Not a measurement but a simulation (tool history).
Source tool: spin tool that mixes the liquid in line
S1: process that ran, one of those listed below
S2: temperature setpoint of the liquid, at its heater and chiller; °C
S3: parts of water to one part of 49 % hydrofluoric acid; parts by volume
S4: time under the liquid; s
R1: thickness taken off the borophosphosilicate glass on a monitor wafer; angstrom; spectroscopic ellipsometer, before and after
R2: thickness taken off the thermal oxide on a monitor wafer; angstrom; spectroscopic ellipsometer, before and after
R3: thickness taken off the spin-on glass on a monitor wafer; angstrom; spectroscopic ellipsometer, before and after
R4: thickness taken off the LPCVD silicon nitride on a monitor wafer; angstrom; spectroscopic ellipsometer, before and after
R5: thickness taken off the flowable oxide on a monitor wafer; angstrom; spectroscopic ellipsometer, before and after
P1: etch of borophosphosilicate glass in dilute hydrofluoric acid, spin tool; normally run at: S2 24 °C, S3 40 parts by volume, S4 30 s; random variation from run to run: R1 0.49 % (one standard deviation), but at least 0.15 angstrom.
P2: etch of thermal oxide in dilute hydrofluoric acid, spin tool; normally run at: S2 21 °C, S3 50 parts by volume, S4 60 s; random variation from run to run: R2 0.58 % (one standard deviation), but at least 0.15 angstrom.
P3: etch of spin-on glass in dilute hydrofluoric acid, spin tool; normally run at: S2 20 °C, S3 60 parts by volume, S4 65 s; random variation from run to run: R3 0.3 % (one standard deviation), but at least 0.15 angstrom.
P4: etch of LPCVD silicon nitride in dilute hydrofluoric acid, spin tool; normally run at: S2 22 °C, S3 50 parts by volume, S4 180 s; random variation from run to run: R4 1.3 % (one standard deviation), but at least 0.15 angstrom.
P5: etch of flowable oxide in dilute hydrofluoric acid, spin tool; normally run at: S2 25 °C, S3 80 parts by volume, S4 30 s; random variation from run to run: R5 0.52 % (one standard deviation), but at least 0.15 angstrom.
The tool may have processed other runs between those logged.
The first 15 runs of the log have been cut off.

| run | hour | S1 | S2 | S3 | S4 | R1 | R2 | R3 | R4 | R5 |
|---|---|---|---|---|---|---|---|---|---|---|
| 16 | 175.8 | P2 | 21 | 50 | 15 |  | 12.695 |  |  |  |
| 17 | 188.8 | P1 | 31.5 | 40 | 30 | 530.92 |  |  |  |  |
| 18 | 206.2 | P3 | 20 | 95 | 65 |  |  | 252.65 |  |  |
| 19 | 213.9 | P1 | 24 | 40 | 30 | 395.36 |  |  |  |  |
| 20 | 229.5 | P5 | 25 | 80 | 55 |  |  |  |  | 149.41 |
| 21 | 241.6 | P5 | 25 | 80 | 30 |  |  |  |  | 81.881 |
| 22 | 252.5 | P1 | 24 | 40 | 30 | 396.43 |  |  |  |  |
| 23 | 267.1 | P2 | 17 | 50 | 60 |  | 41.535 |  |  |  |
| 24 | 278.7 | P1 | 24 | 40 | 30 | 392.53 |  |  |  |  |
| 25 | 296.2 | P4 | 22 | 50 | 180 |  |  |  | 16.51 |  |
| 26 | 310.6 | P5 | 25 | 80 | 30 |  |  |  |  | 81.164 |
| 27 | 325.9 | P1 | 24 | 25 | 30 | 643.69 |  |  |  |  |
| 28 | 333.6 | P4 | 22 | 50 | 180 |  |  |  | 16.585 |  |
| 29 | 348.3 | P1 | 24 | 40 | 55 | 720.64 |  |  |  |  |
| 30 | 361.9 | P2 | 21 | 50 | 60 |  | 49.607 |  |  |  |
| 31 | 373.9 | P1 | 24 | 40 | 30 | 396.15 |  |  |  |  |
| 32 | 388.8 | P1 | 24 | 40 | 30 | 408.42 |  |  |  |  |
| 33 | 403 | P1 | 24 | 40 | 30 | 409.79 |  |  |  |  |
| 34 | 418.9 | P1 | 24 | 40 | 30 | 416.6 |  |  |  |  |
| 35 | 435.1 | P1 | 24 | 40 | 30 | 424.33 |  |  |  |  |
| 36 | 445.7 | P1 | 24 | 40 | 30 | 423.21 |  |  |  |  |
| 37 | 459.9 | P1 | 24 | 40 | 30 | 424.88 |  |  |  |  |
| 38 | 477.1 | P1 | 24 | 40 | 30 | 424.48 |  |  |  |  |
| 39 | 485.6 | P1 | 24 | 40 | 30 | 424.63 |  |  |  |  |

Estimate the outcome of run 40 from the log above:
| 40 | 498.3 | P1 | 24 | 40 | 30 | ? |  |  |  |  |

Run 40 produced R1 422.94 angstrom.
